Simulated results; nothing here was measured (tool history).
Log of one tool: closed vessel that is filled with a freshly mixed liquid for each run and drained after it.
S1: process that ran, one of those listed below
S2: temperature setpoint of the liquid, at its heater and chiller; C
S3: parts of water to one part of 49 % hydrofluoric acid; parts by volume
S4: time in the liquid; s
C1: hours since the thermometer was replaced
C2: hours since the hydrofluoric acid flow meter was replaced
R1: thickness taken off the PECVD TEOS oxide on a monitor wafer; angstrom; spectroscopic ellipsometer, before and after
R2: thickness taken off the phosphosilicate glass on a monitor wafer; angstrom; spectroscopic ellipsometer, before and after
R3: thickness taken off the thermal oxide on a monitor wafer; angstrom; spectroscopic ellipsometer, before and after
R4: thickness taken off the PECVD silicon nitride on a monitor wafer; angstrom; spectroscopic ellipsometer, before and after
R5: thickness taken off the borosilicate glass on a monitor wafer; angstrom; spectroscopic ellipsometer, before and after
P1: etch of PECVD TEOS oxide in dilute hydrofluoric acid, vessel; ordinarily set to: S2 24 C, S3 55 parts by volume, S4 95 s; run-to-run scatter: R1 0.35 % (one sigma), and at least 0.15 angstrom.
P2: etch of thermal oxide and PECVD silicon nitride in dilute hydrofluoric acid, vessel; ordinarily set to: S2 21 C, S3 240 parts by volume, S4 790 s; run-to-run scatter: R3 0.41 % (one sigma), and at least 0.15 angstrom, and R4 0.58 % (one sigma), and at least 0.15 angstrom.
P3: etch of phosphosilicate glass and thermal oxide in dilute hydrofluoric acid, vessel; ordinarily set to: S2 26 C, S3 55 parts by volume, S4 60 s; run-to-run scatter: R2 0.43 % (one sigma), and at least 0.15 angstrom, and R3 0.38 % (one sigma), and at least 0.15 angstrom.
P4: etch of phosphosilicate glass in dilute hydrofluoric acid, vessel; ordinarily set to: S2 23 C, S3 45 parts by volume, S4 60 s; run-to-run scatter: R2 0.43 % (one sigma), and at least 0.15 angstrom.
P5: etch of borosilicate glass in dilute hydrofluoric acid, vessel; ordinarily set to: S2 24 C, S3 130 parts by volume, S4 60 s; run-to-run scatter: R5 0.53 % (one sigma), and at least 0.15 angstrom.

run    day  S1    S2   S3   S4     C1     C2      R1      R2      R3      R4      R5
  1  0.342  P1    24   55   95    345  512.8  339.64
  2  0.629  P4    23   20   60  351.9  519.7          4516.9
  3  0.842  P1    24   55   95    357  524.8  338.54
  4  1.012  P3    26   55   85  361.1  528.9            1270  86.057
  5  1.275  P2    21  435  790  367.4  535.2                   57.39  36.276
  6  1.438  P1    24   75  155  371.3  539.1  397.83
  7  1.596  P3    30   55   60  375.1  542.9          1060.9  71.717
  8  1.825  P3    26  105   60  380.6  548.4          440.55  29.897
  9  2.075  P3    26   55   60  386.6  554.4          899.19  60.557
 10  2.242  P1    24   55   95  390.6  558.4  337.07
 11  2.475  P1    24   55   95  396.2    564  339.83
 12  2.733  P4    23   45   30  402.4  570.2          973.01
 13  3.021  P3    26   55   60  409.3  577.1          906.36  60.861
 14  3.242  P1    17   55   95  414.6  582.4  255.01
 15  3.458  P2    29  240  790  419.8  587.6                  164.22  106.24
 16  3.646  P4    19   45   60  424.3  592.1          1630.1
 17    3.9  P1    29   55   95  430.4  598.2  413.93
 18  4.192  P1    24   85   95  437.4  605.2  210.14
 19  4.483  P5    24  130  115  444.4  612.2                                  269.68
 20  4.721  P2    21  240  790  450.1  617.9                  124.31  64.086
 21  4.908  P1    24   55   30  454.6  622.4  107.37
 22   5.15  P5  31.5  130   60  460.4  628.2                                  186.56
 23  5.454  P1    24   55   95  467.7  635.5  339.08
 24  5.688  P1    24   20   95  473.3  641.1  972.49
 25  5.929  P4    23   45   60  479.1  646.9            1938
 26   6.15  P1    24   55   95  484.4  652.2  337.66
 27  6.429  P1    24   55  185  491.1  658.9  661.89
 28  6.608  P5    24  130   60  495.4  663.2                                   143.1
 29  6.896  P2    21  240  320  502.3  670.1                  50.519  26.252
 30  7.158  P5    24   60   60  508.6  676.4                                  338.83
 31  7.467  P1    24   55   95    516  683.8  338.92
 32  7.804  P1    24   55   95  524.1  691.9  326.01
 33  8.021  P1    24   55   95  529.3  697.1  323.24
 34  8.321  P1    24   55   95  536.5  704.3  321.35
 35  8.471  P1    24   55   95  540.1  707.9  322.57
 36   8.65  P1    24   55   95  544.4  712.2  319.08
 37  8.812  P1    24   55   95  548.3  716.1  321.74

What P1 gives has crept away from where it was. These 2 causes fit the log equally well, each at the size given:
A: liquid colder than its thermometer reads (K) = 1.4
B: hydrofluoric acid flow below the setpoint (%) = 5.21
Creep in the process output first set in at about day 7.467.

Consider the 4 check runs below, whose results appear as question marks and each of which averages 2 wafers. Which one distinguishes the causes, in that each cause would give it a clearly different result?
check 1  8.975  P4  23   45   60               ?
check 2  8.975  P5  24  130   60                           ?
check 3  8.975  P2  21  240  790                   ?   ?
check 4  8.975  P3  26   55   60               ?   ?

How each check would come out, cause by cause:
  check  result    if A    if B
check 1      R2  1830.1  1833.7
check 2      R5  134.87  133.89
check 3      R3  117.56  115.99
check 3      R4  59.083  61.387
check 4      R2   852.3  851.59
check 4      R3  57.387  57.339
Minimum pairwise separation of causes per check, each pair taken at its best-separating result: check 1 0.2 %; check 2 0.73 %; check 3 3.83 %; check 4 0.08 %
Check 3 distinguishes between the causes, while the remaining checks would return nearly the same result for all of them.

With check 3 done, the readings were: R3 117.71 angstrom; R4 59.309 angstrom. Identify which of the listed causes applies.

Of the candidate causes, it is A: liquid colder than its thermometer reads (K).
